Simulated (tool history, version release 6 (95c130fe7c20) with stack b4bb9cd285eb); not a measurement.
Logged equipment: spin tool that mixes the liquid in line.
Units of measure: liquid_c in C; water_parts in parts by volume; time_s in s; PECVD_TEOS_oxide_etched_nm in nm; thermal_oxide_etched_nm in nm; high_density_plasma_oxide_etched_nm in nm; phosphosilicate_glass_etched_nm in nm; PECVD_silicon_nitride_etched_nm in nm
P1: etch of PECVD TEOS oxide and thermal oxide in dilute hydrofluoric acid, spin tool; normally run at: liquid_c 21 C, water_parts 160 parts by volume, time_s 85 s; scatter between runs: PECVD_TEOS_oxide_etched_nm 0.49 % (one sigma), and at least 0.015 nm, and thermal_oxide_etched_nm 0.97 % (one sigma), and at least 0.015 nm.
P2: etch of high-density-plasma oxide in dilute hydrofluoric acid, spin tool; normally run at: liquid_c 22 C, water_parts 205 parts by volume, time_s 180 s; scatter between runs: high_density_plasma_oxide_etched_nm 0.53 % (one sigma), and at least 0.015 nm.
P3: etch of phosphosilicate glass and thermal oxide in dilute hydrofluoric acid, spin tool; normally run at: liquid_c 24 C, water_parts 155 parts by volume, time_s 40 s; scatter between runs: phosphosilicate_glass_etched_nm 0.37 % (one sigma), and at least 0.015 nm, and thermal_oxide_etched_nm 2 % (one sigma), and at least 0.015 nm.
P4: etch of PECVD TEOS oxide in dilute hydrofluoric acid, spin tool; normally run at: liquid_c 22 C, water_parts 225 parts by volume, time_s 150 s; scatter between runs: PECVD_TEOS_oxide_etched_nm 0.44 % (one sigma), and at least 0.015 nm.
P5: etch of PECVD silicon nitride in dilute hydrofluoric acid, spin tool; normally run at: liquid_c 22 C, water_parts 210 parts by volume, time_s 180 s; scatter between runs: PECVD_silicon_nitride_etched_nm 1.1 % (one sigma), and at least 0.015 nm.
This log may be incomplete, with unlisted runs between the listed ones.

run	hour	process	liquid_c	water_parts	time_s	hours since the thermometer was replaced	hours since the hydrofluoric acid flow meter was replaced	PECVD_TEOS_oxide_etched_nm	thermal_oxide_etched_nm	high_density_plasma_oxide_etched_nm	phosphosilicate_glass_etched_nm	PECVD_silicon_nitride_etched_nm
1	10	P1	21	160	85	1023	1230.6	6.9724	2.2114			
2	17.8	P1	21	160	85	1030.8	1238.4	6.9685	2.1792			
3	24.6	P1	21	160	15	1037.6	1245.2	1.2362	0.3917			
4	32.3	P1	24.5	160	125	1045.3	1252.9	11.704	3.672			
5	41.9	P2	22	80	180	1054.9	1262.5			16.724		
6	50.1	P3	18	155	40	1063.1	1270.7		0.92992		19.168	
7	59.3	P1	21	160	85	1072.3	1279.9	7.0162	2.1644			
8	64	P3	24	155	40	1077	1284.6		1.1675		24.414	
9	70.9	P4	22	125	150	1083.9	1291.5	11.72				
10	77.9	P1	21	160	85	1090.9	1298.5	6.9616	2.1456			
11	83.1	P1	21	285	85	1096.1	1303.7	3.4904	1.0922			
12	89.3	P1	21	160	85	1102.3	1309.9	6.916	2.1146			
13	97.7	P4	22	225	150	1110.7	1318.3	5.9161				
14	106.6	P1	17	160	40	1119.6	1327.2	2.7592	0.90142			
15	113.6	P1	21	70	85	1126.6	1334.2	17.519	5.5007			
16	123.1	P4	22	225	15	1136.1	1343.7	0.58679				
17	131.6	P3	24	290	40	1144.6	1352.2		0.54755		11.335	
18	141.3	P5	22	210	180	1154.3	1361.9					1.9897
19	146.2	P3	24	155	15	1159.2	1366.8		0.46573		9.1642	
20	155.5	P1	21	160	155	1168.5	1376.1	12.801	4.0434			
21	165.1	P1	21	160	85	1178.1	1385.7	6.96	2.1913			
22	169.7	P5	22	210	310	1182.7	1390.3					3.4477
23	179.4	P5	22	315	180	1192.4	1400					1.353
24	187.3	P1	17	160	85	1200.3	1407.9	5.8979	1.8713			
25	195.6	P5	29.5	210	180	1208.6	1416.2					3.2353
26	201.7	P2	22	205	15	1214.7	1422.3			0.4527		
27	211.8	P1	27	160	85	1224.8	1432.4	8.8188	2.7541			
28	217.4	P4	17	225	150	1230.4	1438	4.8743				
29	226.7	P2	22	205	180	1239.7	1447.3			5.6395		
30	234.7	P2	29.5	205	180	1247.7	1455.3			7.4138		
31	243.4	P1	21	160	85	1256.4	1464	6.9693	2.14			
32	251.3	P1	21	160	85	1264.3	1471.9	7.1117	2.269			
33	256.4	P1	21	160	85	1269.4	1477	7.365	2.3275			
34	263.8	P1	21	160	85	1276.8	1484.4	7.4275	2.2838			
35	271.4	P1	21	160	85	1284.4	1492	7.4247	2.3448			
36	279.4	P1	21	160	85	1292.4	1500	7.6111	2.3368			
37	284.5	P1	21	160	85	1297.5	1505.1	7.5077	2.3874			
38	292.5	P1	21	160	85	1305.5	1513.1	7.5581	2.3733			
39	302.2	P1	21	160	85	1315.2	1522.8	7.5115	2.361			
40	306.7	P1	21	160	85	1319.7	1527.3	7.5766	2.3406			
41	313.9	P1	21	160	85	1326.9	1534.5	7.5526	2.3735			

P1 has crept away from where it was. The log is fitted equally well by each of these 2 causes, at the sizes shown:
A: hydrofluoric acid flow above the setpoint (%) = 7.66
B: liquid hotter than its thermometer reads (K) = 2.22
At approximately hour 243.4, the process output began to creep.

4 check runs are offered, each on 2 wafers whose results are averaged, their results left as question marks. Which one tells the causes apart?
check 1	321.1	P5	22	210	180							?
check 2	321.1	P2	22	205	180					?		
check 3	321.1	P3	24	155	40				?		?	
check 4	321.1	P4	22	225	150			?				

What each check would give under each cause:
check	result	if A	if B
check 1	PECVD_silicon_nitride_etched_nm	2.1631	2.3169
check 2	high_density_plasma_oxide_etched_nm	6.2076	6.1688
check 3	thermal_oxide_etched_nm	1.267	1.2635
check 3	phosphosilicate_glass_etched_nm	26.566	26.491
check 4	PECVD_TEOS_oxide_etched_nm	6.4239	6.3701
Distance between the nearest two causes, measured in the result of the check that separates them most: check 1 6.87 %; check 2 0.63 %; check 3 0.28 %; check 4 0.84 %
Of the check runs offered, only check 1 discriminates between the causes; the rest would read about the same regardless of which cause applies.

Here is what check 1 returned: PECVD_silicon_nitride_etched_nm 2.3258 nm. Which cause is it?

It was cause B: liquid hotter than its thermometer reads (K).
